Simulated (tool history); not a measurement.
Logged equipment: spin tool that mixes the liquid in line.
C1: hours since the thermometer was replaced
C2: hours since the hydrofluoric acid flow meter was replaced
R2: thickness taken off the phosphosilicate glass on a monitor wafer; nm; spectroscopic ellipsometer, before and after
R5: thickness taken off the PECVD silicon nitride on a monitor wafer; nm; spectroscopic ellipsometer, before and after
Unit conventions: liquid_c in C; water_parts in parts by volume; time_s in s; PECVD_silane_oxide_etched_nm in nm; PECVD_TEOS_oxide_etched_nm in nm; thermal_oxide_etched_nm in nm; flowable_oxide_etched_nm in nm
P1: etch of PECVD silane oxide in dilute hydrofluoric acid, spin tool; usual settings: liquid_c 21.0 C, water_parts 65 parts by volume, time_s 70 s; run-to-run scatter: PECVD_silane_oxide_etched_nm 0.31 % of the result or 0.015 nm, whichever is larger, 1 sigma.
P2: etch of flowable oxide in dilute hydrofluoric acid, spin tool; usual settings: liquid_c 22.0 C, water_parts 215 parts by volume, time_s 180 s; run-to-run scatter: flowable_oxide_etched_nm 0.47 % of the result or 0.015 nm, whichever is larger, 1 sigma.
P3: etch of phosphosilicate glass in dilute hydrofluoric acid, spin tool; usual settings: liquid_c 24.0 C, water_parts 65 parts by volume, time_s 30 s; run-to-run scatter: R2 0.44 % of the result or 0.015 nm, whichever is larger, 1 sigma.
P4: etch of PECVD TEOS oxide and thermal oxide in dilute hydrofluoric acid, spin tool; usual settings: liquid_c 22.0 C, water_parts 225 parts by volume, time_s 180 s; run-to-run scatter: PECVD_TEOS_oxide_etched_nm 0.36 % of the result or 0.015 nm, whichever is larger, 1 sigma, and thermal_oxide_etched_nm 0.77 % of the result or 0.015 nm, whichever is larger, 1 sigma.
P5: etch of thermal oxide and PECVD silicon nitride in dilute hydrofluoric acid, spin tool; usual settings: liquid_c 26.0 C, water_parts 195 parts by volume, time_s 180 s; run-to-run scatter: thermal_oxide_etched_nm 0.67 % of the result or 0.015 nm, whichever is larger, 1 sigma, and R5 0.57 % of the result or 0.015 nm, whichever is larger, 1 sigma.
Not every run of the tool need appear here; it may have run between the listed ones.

Run 1, hour 5.2: process P1, liquid_c 21.0 C, water_parts 65 parts by volume, time_s 70 s; C1 1145.8; C2 1059.8. Result: PECVD_silane_oxide_etched_nm 28.8690 nm.
Run 2, hour 14.3: process P1, liquid_c 21.0 C, water_parts 65 parts by volume, time_s 105 s; C1 1154.9; C2 1068.9. Result: PECVD_silane_oxide_etched_nm 43.4930 nm.
Run 3, hour 25.6: process P1, liquid_c 21.0 C, water_parts 65 parts by volume, time_s 70 s; C1 1166.2; C2 1080.2. Result: PECVD_silane_oxide_etched_nm 29.0300 nm.
Run 4, hour 32.2: process P3, liquid_c 24.0 C, water_parts 65 parts by volume, time_s 15 s; C1 1172.8; C2 1086.8. Result: R2 40.858 nm.
Run 5, hour 40.3: process P4, liquid_c 22.0 C, water_parts 225 parts by volume, time_s 60 s; C1 1180.9; C2 1094.9. Result: PECVD_TEOS_oxide_etched_nm 2.8243 nm, thermal_oxide_etched_nm 1.00630 nm.
Run 6, hour 45.9: process P1, liquid_c 21.0 C, water_parts 65 parts by volume, time_s 70 s; C1 1186.5; C2 1100.5. Result: PECVD_silane_oxide_etched_nm 29.0150 nm.
Run 7, hour 52.5: process P5, liquid_c 26.0 C, water_parts 55 parts by volume, time_s 180 s; C1 1193.1; C2 1107.1. Result: thermal_oxide_etched_nm 17.62300 nm, R5 13.3420 nm.
Run 8, hour 63.1: process P2, liquid_c 22.0 C, water_parts 215 parts by volume, time_s 180 s; C1 1203.7; C2 1117.7. Result: flowable_oxide_etched_nm 27.5770 nm.
Run 9, hour 72.7: process P3, liquid_c 24.0 C, water_parts 20 parts by volume, time_s 30 s; C1 1213.3; C2 1127.3. Result: R2 285.180 nm.
Run 10, hour 81.1: process P1, liquid_c 21.0 C, water_parts 65 parts by volume, time_s 70 s; C1 1221.7; C2 1135.7. Result: PECVD_silane_oxide_etched_nm 28.9330 nm.
Run 11, hour 91.9: process P2, liquid_c 22.0 C, water_parts 215 parts by volume, time_s 180 s; C1 1232.5; C2 1146.5. Result: flowable_oxide_etched_nm 27.7180 nm.
Run 12, hour 98.0: process P2, liquid_c 29.0 C, water_parts 215 parts by volume, time_s 180 s; C1 1238.6; C2 1152.6. Result: flowable_oxide_etched_nm 35.5300 nm.
Run 13, hour 109.3: process P1, liquid_c 21.0 C, water_parts 65 parts by volume, time_s 15 s; C1 1249.9; C2 1163.9. Result: PECVD_silane_oxide_etched_nm 6.2022 nm.
Run 14, hour 117.7: process P1, liquid_c 21.0 C, water_parts 20 parts by volume, time_s 70 s; C1 1258.3; C2 1172.3. Result: PECVD_silane_oxide_etched_nm 99.7340 nm.
Run 15, hour 128.6: process P3, liquid_c 24.0 C, water_parts 65 parts by volume, time_s 30 s; C1 1269.2; C2 1183.2. Result: R2 82.528 nm.
Run 16, hour 134.4: process P3, liquid_c 24.0 C, water_parts 65 parts by volume, time_s 30 s; C1 1275.0; C2 1189.0. Result: R2 81.726 nm.
Run 17, hour 141.9: process P1, liquid_c 25.5 C, water_parts 65 parts by volume, time_s 70 s; C1 1282.5; C2 1196.5. Result: PECVD_silane_oxide_etched_nm 34.8080 nm.
Run 18, hour 152.6: process P5, liquid_c 33.0 C, water_parts 195 parts by volume, time_s 180 s; C1 1293.2; C2 1207.2. Result: thermal_oxide_etched_nm 5.28620 nm, R5 5.7734 nm.
Run 19, hour 161.1: process P2, liquid_c 22.0 C, water_parts 35 parts by volume, time_s 180 s; C1 1301.7; C2 1215.7. Result: flowable_oxide_etched_nm 209.3000 nm.
Run 20, hour 171.4: process P5, liquid_c 26.0 C, water_parts 195 parts by volume, time_s 180 s; C1 1312.0; C2 1226.0. Result: thermal_oxide_etched_nm 4.11520 nm, R5 3.8248 nm.
Run 21, hour 182.5: process P1, liquid_c 17.0 C, water_parts 65 parts by volume, time_s 115 s; C1 1323.1; C2 1237.1. Result: PECVD_silane_oxide_etched_nm 40.2150 nm.
Run 22, hour 189.4: process P4, liquid_c 22.0 C, water_parts 225 parts by volume, time_s 180 s; C1 1330.0; C2 1244.0. Result: PECVD_TEOS_oxide_etched_nm 8.3818 nm, thermal_oxide_etched_nm 2.99010 nm.
Run 23, hour 196.4: process P4, liquid_c 26.0 C, water_parts 225 parts by volume, time_s 180 s; C1 1337.0; C2 1251.0. Result: PECVD_TEOS_oxide_etched_nm 9.6774 nm, thermal_oxide_etched_nm 3.44940 nm.
Run 24, hour 207.9: process P1, liquid_c 21.0 C, water_parts 110 parts by volume, time_s 70 s; C1 1348.5; C2 1262.5. Result: PECVD_silane_oxide_etched_nm 16.2660 nm.
Run 25, hour 218.5: process P4, liquid_c 22.0 C, water_parts 60 parts by volume, time_s 180 s; C1 1359.1; C2 1273.1. Result: PECVD_TEOS_oxide_etched_nm 37.8920 nm, thermal_oxide_etched_nm 13.59200 nm.
Run 26, hour 230.0: process P3, liquid_c 17.5 C, water_parts 65 parts by volume, time_s 30 s; C1 1370.6; C2 1284.6. Result: R2 62.067 nm.
Run 27, hour 239.8: process P1, liquid_c 17.0 C, water_parts 65 parts by volume, time_s 70 s; C1 1380.4; C2 1294.4. Result: PECVD_silane_oxide_etched_nm 24.4950 nm.
Run 28, hour 246.9: process P5, liquid_c 26.0 C, water_parts 195 parts by volume, time_s 35 s; C1 1387.5; C2 1301.5. Result: thermal_oxide_etched_nm 0.79709 nm, R5 0.7434 nm.
Run 29, hour 257.1: process P1, liquid_c 21.0 C, water_parts 65 parts by volume, time_s 70 s; C1 1397.7; C2 1311.7. Result: PECVD_silane_oxide_etched_nm 28.9190 nm.
Run 30, hour 266.2: process P2, liquid_c 22.0 C, water_parts 215 parts by volume, time_s 50 s; C1 1406.8; C2 1320.8. Result: flowable_oxide_etched_nm 7.6354 nm.
Run 31, hour 277.4: process P1, liquid_c 21.0 C, water_parts 65 parts by volume, time_s 70 s; C1 1418.0; C2 1332.0. Result: PECVD_silane_oxide_etched_nm 28.8670 nm.
Run 32, hour 289.1: process P1, liquid_c 21.0 C, water_parts 65 parts by volume, time_s 70 s; C1 1429.7; C2 1343.7. Result: PECVD_silane_oxide_etched_nm 29.7680 nm.
Run 33, hour 297.8: process P1, liquid_c 21.0 C, water_parts 65 parts by volume, time_s 70 s; C1 1438.4; C2 1352.4. Result: PECVD_silane_oxide_etched_nm 30.1870 nm.
Run 34, hour 309.4: process P1, liquid_c 21.0 C, water_parts 65 parts by volume, time_s 70 s; C1 1450.0; C2 1364.0. Result: PECVD_silane_oxide_etched_nm 30.3260 nm.
Run 35, hour 317.9: process P1, liquid_c 21.0 C, water_parts 65 parts by volume, time_s 70 s; C1 1458.5; C2 1372.5. Result: PECVD_silane_oxide_etched_nm 30.7650 nm.
Run 36, hour 327.0: process P1, liquid_c 21.0 C, water_parts 65 parts by volume, time_s 70 s; C1 1467.6; C2 1381.6. Result: PECVD_silane_oxide_etched_nm 30.9170 nm.
Run 37, hour 337.1: process P1, liquid_c 21.0 C, water_parts 65 parts by volume, time_s 70 s; C1 1477.7; C2 1391.7. Result: PECVD_silane_oxide_etched_nm 30.9520 nm.
Run 38, hour 343.1: process P1, liquid_c 21.0 C, water_parts 65 parts by volume, time_s 70 s; C1 1483.7; C2 1397.7. Result: PECVD_silane_oxide_etched_nm 30.8420 nm.
Run 39, hour 353.9: process P1, liquid_c 21.0 C, water_parts 65 parts by volume, time_s 70 s; C1 1494.5; C2 1408.5. Result: PECVD_silane_oxide_etched_nm 31.0290 nm.
Run 40, hour 363.0: process P1, liquid_c 21.0 C, water_parts 65 parts by volume, time_s 70 s; C1 1503.6; C2 1417.6. Result: PECVD_silane_oxide_etched_nm 31.0170 nm.

What P1 gives has crept away from where it was. These 2 causes fit the log equally well, each at the size given:
A: liquid hotter than its thermometer reads (K) = 1.6
B: hydrofluoric acid flow above the setpoint (%) = 6.32
At approximately hour 277.4, the process output began to creep.

You are offered 4 check runs, listed below with question marks in place of their results; each one averages 2 wafers. Which run separates the listed causes by giving clearly different results for each?
Run check 1, hour 372.1: process P2, liquid_c 22.0 C, water_parts 75 parts by volume, time_s 180 s. Result: flowable_oxide_etched_nm ?.
Run check 2, hour 372.1: process P4, liquid_c 22.0 C, water_parts 90 parts by volume, time_s 180 s. Result: PECVD_TEOS_oxide_etched_nm ?, thermal_oxide_etched_nm ?.
Run check 3, hour 372.1: process P3, liquid_c 24.0 C, water_parts 45 parts by volume, time_s 30 s. Result: R2 ?.
Run check 4, hour 372.1: process P5, liquid_c 32.0 C, water_parts 120 parts by volume, time_s 180 s. Result: thermal_oxide_etched_nm ?, R5 ?.

What each check would give under each cause:
  check                      result     if A     if B
check 1    flowable_oxide_etched_nm  98.6430  98.7920
check 2  PECVD_TEOS_oxide_etched_nm  25.9260  26.0070
check 2     thermal_oxide_etched_nm  9.29960  9.32880
check 3                          R2  129.710  129.590
check 4     thermal_oxide_etched_nm  9.76920  9.90850
check 4                          R5   9.8250   9.4892
Separation of the two closest causes in each check, using whichever result separates them best: check 1 0.15 %; check 2 0.31 %; check 3 0.1 %; check 4 3.48 %
Check 4 tells the causes apart: in the others they would give nearly the same result.

Check 4 was carried out, with these results: thermal_oxide_etched_nm 9.85850 nm; R5 9.4644 nm. Which of the listed causes is responsible?

The correct cause is B, namely: hydrofluoric acid flow above the setpoint (%).
